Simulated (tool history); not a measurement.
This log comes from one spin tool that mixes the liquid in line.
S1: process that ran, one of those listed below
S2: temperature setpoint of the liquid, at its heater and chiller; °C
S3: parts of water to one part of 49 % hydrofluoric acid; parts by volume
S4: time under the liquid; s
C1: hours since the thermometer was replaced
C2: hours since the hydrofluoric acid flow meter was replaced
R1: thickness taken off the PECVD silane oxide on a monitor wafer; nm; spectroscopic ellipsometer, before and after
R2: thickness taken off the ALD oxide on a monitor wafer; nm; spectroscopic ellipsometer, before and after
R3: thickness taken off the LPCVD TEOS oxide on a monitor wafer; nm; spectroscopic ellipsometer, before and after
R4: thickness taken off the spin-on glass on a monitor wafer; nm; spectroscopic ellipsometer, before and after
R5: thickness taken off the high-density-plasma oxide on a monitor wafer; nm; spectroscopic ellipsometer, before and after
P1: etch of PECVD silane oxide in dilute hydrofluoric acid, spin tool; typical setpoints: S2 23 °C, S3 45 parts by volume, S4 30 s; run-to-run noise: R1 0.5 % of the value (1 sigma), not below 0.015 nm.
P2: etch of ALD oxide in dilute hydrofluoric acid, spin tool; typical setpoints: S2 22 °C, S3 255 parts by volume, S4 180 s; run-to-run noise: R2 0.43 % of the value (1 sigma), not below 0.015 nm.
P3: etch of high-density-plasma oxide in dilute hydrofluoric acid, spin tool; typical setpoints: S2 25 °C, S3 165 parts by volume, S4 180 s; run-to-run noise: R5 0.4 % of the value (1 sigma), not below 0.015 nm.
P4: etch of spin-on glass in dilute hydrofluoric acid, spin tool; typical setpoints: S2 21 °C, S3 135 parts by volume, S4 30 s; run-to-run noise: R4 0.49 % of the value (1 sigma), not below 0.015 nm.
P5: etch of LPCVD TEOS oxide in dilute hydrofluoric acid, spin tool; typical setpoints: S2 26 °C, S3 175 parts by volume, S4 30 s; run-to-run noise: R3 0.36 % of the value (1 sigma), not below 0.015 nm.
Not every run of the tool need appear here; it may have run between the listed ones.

run,day,S1,S2,S3,S4,C1,C2,R1,R2,R3,R4,R5
1,0.446,P1,23,45,30,1840.2,198.4,24.748,,,,
2,0.908,P1,23,65,30,1851.3,209.5,16.751,,,,
3,1.275,P2,17,255,180,1860.1,218.3,,5.3834,,,
4,1.721,P5,26,50,30,1870.8,229,,,30.941,,
5,2.2,P1,23,45,30,1882.3,240.5,24.883,,,,
6,2.675,P2,22,470,180,1893.7,251.9,,2.923,,,
7,3.083,P1,23,45,30,1903.5,261.7,24.869,,,,
8,3.638,P4,21,135,50,1916.8,275,,,,12.123,
9,4.242,P5,26,175,15,1931.3,289.5,,,3.7803,,
10,4.554,P4,17,135,30,1938.8,297,,,,6.1686,
11,4.912,P1,23,20,30,1947.4,305.6,57.612,,,,
12,5.35,P3,25,270,180,1957.9,316.1,,,,,2.8676
13,5.817,P1,27,45,30,1969.1,327.3,29.046,,,,
14,6.158,P4,21,135,30,1977.3,335.5,,,,7.3046,
15,6.712,P3,25,165,180,1990.6,348.8,,,,,5.3197
16,7.238,P2,22,255,180,2003.2,361.4,,6.4826,,,
17,7.542,P1,17,70,30,2010.5,368.7,12.001,,,,
18,7.892,P5,26,175,30,2018.9,377.1,,,7.5403,,
19,8.292,P1,23,45,55,2028.5,386.7,45.94,,,,
20,8.821,P1,23,45,30,2041.2,399.4,24.853,,,,
21,9.329,P1,23,45,30,2053.4,411.6,25.057,,,,
22,9.892,P1,23,45,15,2066.9,425.1,12.411,,,,
23,10.288,P1,23,45,30,2076.4,434.6,24.896,,,,
24,10.704,P3,17,165,180,2086.4,444.6,,,,,3.9107
25,11.279,P5,30.5,175,30,2100.2,458.4,,,8.8583,,
26,11.842,P3,25,165,20,2113.7,471.9,,,,,0.58193
27,12.446,P1,17,20,30,2128.2,486.4,44.332,,,,
28,12.862,P3,25,165,180,2138.2,496.4,,,,,5.2954
29,13.238,P1,17,45,55,2147.2,505.4,35.064,,,,
30,13.792,P1,23,45,30,2160.5,518.7,24.888,,,,
31,14.158,P4,21,65,30,2169.3,527.5,,,,16.418,
32,14.75,P2,22,255,320,2183.5,541.7,,11.554,,,
33,15.229,P1,17,45,30,2195,553.2,19.111,,,,
34,15.833,P1,23,45,30,2209.5,567.7,24.939,,,,
35,16.396,P1,23,45,30,2223,581.2,25.91,,,,
36,16.942,P1,23,45,30,2236.1,594.3,26.226,,,,
37,17.221,P1,23,45,30,2242.8,601,26.591,,,,
38,17.621,P1,23,45,30,2252.4,610.6,26.96,,,,
39,18.217,P1,23,45,30,2266.7,624.9,27.098,,,,
40,18.662,P1,23,45,30,2277.4,635.6,27.013,,,,
41,19.217,P1,23,45,30,2290.7,648.9,26.95,,,,
42,19.75,P1,23,45,30,2303.5,661.7,27.208,,,,
43,20.162,P1,23,45,30,2313.4,671.6,27.444,,,,
44,20.654,P1,23,45,30,2325.2,683.4,27.417,,,,
45,21.067,P1,23,45,30,2335.1,693.3,27.347,,,,

P1 no longer gives what it gave before; its output has crept away from where it was. The following 2 causes, each at its listed size, fit the log equally well:
A: liquid hotter than its thermometer reads (K) = 2.34
B: hydrofluoric acid flow above the setpoint (%) = 9.53
The onset of the drift is placed at about day 15.833.

4 check runs are offered, one wafer each, their results left as question marks. Which one tells the causes apart?
check 1,21.479,P2,22,435,180,,,,?,,,
check 2,21.479,P5,26,80,15,,,,,?,,
check 3,21.479,P3,18,165,55,,,,,,,?
check 4,21.479,P4,17,135,30,,,,,,?,

What every check run would give for each of its results, assuming each possible cause in turn:
check,result,if A,if B
check 1,R2,3.4936,3.6611
check 2,R3,10.193,10.283
check 3,R5,1.3572,1.3737
check 4,R4,6.8278,6.8764
Separation of the two closest causes in each check, using whichever result separates them best: check 1 4.69 %; check 2 0.88 %; check 3 1.21 %; check 4 0.71 %
Only check 1 tells the causes apart: in the others they would give nearly the same result.

Running check 1 produced the following: R2 3.6349 nm. Which one of the listed causes fits?

The correct cause is B, namely: hydrofluoric acid flow above the setpoint (%).
